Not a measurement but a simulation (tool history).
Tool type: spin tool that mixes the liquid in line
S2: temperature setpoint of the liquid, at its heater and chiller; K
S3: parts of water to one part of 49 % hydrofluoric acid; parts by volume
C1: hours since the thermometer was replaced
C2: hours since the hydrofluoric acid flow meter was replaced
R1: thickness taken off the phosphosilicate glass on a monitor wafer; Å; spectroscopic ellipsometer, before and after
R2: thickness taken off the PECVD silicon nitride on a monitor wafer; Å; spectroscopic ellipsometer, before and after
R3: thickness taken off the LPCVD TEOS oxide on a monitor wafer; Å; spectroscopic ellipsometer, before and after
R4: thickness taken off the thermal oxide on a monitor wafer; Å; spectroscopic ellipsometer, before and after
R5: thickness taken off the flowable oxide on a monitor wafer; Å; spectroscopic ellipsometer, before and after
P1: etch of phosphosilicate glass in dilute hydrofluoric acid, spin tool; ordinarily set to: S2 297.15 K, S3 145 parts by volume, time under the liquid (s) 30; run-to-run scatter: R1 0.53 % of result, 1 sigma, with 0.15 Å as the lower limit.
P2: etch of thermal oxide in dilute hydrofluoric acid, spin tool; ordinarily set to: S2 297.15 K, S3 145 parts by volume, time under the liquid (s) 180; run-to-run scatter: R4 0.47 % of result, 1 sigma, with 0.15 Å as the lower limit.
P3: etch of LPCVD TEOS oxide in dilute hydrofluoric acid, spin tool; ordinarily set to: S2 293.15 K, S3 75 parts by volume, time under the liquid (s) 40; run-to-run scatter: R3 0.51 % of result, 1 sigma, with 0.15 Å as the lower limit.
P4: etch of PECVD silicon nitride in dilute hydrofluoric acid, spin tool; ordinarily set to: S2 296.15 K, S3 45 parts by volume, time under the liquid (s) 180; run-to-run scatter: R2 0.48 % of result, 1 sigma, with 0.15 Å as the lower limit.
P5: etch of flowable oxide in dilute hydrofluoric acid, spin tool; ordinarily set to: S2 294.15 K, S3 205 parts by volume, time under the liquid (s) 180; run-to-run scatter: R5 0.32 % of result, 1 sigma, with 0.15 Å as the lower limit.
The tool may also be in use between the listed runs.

{"run": 1, "day": 0.333, "process that ran": "P1", "S2": 297.15, "S3": 145, "time under the liquid (s)": 30, "C1": 920.9, "C2": 1009.4, "R1": 309.69}
{"run": 2, "day": 0.483, "process that ran": "P4", "S2": 296.15, "S3": 45, "time under the liquid (s)": 45, "C1": 924.5, "C2": 1013, "R2": 31.841}
{"run": 3, "day": 0.646, "process that ran": "P1", "S2": 290.15, "S3": 65, "time under the liquid (s)": 30, "C1": 928.4, "C2": 1016.9, "R1": 563.52}
{"run": 4, "day": 0.908, "process that ran": "P1", "S2": 304.65, "S3": 145, "time under the liquid (s)": 30, "C1": 934.7, "C2": 1023.2, "R1": 409.11}
{"run": 5, "day": 1.108, "process that ran": "P1", "S2": 297.15, "S3": 145, "time under the liquid (s)": 15, "C1": 939.5, "C2": 1028, "R1": 154.66}
{"run": 6, "day": 1.362, "process that ran": "P1", "S2": 297.15, "S3": 240, "time under the liquid (s)": 30, "C1": 945.6, "C2": 1034.1, "R1": 169.03}
{"run": 7, "day": 1.692, "process that ran": "P4", "S2": 296.15, "S3": 45, "time under the liquid (s)": 180, "C1": 953.5, "C2": 1042, "R2": 126.67}
{"run": 8, "day": 1.925, "process that ran": "P3", "S2": 293.15, "S3": 75, "time under the liquid (s)": 15, "C1": 959.1, "C2": 1047.6, "R3": 96.542}
{"run": 9, "day": 2.133, "process that ran": "P3", "S2": 293.15, "S3": 110, "time under the liquid (s)": 40, "C1": 964.1, "C2": 1052.6, "R3": 167.46}
{"run": 10, "day": 2.404, "process that ran": "P2", "S2": 297.15, "S3": 65, "time under the liquid (s)": 180, "C1": 970.6, "C2": 1059.1, "R4": 137.4}
{"run": 11, "day": 2.558, "process that ran": "P1", "S2": 297.15, "S3": 145, "time under the liquid (s)": 45, "C1": 974.3, "C2": 1062.8, "R1": 459.44}
{"run": 12, "day": 2.892, "process that ran": "P5", "S2": 302.65, "S3": 205, "time under the liquid (s)": 180, "C1": 982.3, "C2": 1070.8, "R5": 412.23}
{"run": 13, "day": 3.054, "process that ran": "P5", "S2": 294.15, "S3": 205, "time under the liquid (s)": 180, "C1": 986.2, "C2": 1074.7, "R5": 301.26}
{"run": 14, "day": 3.312, "process that ran": "P2", "S2": 297.15, "S3": 145, "time under the liquid (s)": 95, "C1": 992.4, "C2": 1080.9, "R4": 29.444}
{"run": 15, "day": 3.583, "process that ran": "P1", "S2": 291.65, "S3": 145, "time under the liquid (s)": 30, "C1": 998.9, "C2": 1087.4, "R1": 250.65}
{"run": 16, "day": 3.821, "process that ran": "P1", "S2": 297.15, "S3": 145, "time under the liquid (s)": 30, "C1": 1004.6, "C2": 1093.1, "R1": 311.47}
{"run": 17, "day": 4.088, "process that ran": "P4", "S2": 296.15, "S3": 25, "time under the liquid (s)": 180, "C1": 1011, "C2": 1099.5, "R2": 224.77}
{"run": 18, "day": 4.35, "process that ran": "P3", "S2": 290.15, "S3": 75, "time under the liquid (s)": 40, "C1": 1017.3, "C2": 1105.8, "R3": 224.34}
{"run": 19, "day": 4.621, "process that ran": "P3", "S2": 293.15, "S3": 75, "time under the liquid (s)": 40, "C1": 1023.8, "C2": 1112.3, "R3": 258.16}
{"run": 20, "day": 4.888, "process that ran": "P4", "S2": 300.65, "S3": 45, "time under the liquid (s)": 180, "C1": 1030.2, "C2": 1118.7, "R2": 171.38}
{"run": 21, "day": 5.092, "process that ran": "P5", "S2": 294.15, "S3": 205, "time under the liquid (s)": 180, "C1": 1035.1, "C2": 1123.6, "R5": 301.57}
{"run": 22, "day": 5.275, "process that ran": "P2", "S2": 291.65, "S3": 145, "time under the liquid (s)": 180, "C1": 1039.5, "C2": 1128, "R4": 44.792}
{"run": 23, "day": 5.5, "process that ran": "P1", "S2": 297.15, "S3": 145, "time under the liquid (s)": 30, "C1": 1044.9, "C2": 1133.4, "R1": 310.72}
{"run": 24, "day": 5.733, "process that ran": "P1", "S2": 297.15, "S3": 145, "time under the liquid (s)": 30, "C1": 1050.5, "C2": 1139, "R1": 309.23}
{"run": 25, "day": 5.942, "process that ran": "P5", "S2": 294.15, "S3": 325, "time under the liquid (s)": 180, "C1": 1055.5, "C2": 1144, "R5": 169.74}

For run 26, what comes out?
{"run": 26, "day": 6.225, "process that ran": "P1", "S2": 297.15, "S3": 145, "time under the liquid (s)": 30, "C1": 1062.3, "C2": 1150.8, "R1": "?"}

Run 26 came out at R1 308.87 Å.

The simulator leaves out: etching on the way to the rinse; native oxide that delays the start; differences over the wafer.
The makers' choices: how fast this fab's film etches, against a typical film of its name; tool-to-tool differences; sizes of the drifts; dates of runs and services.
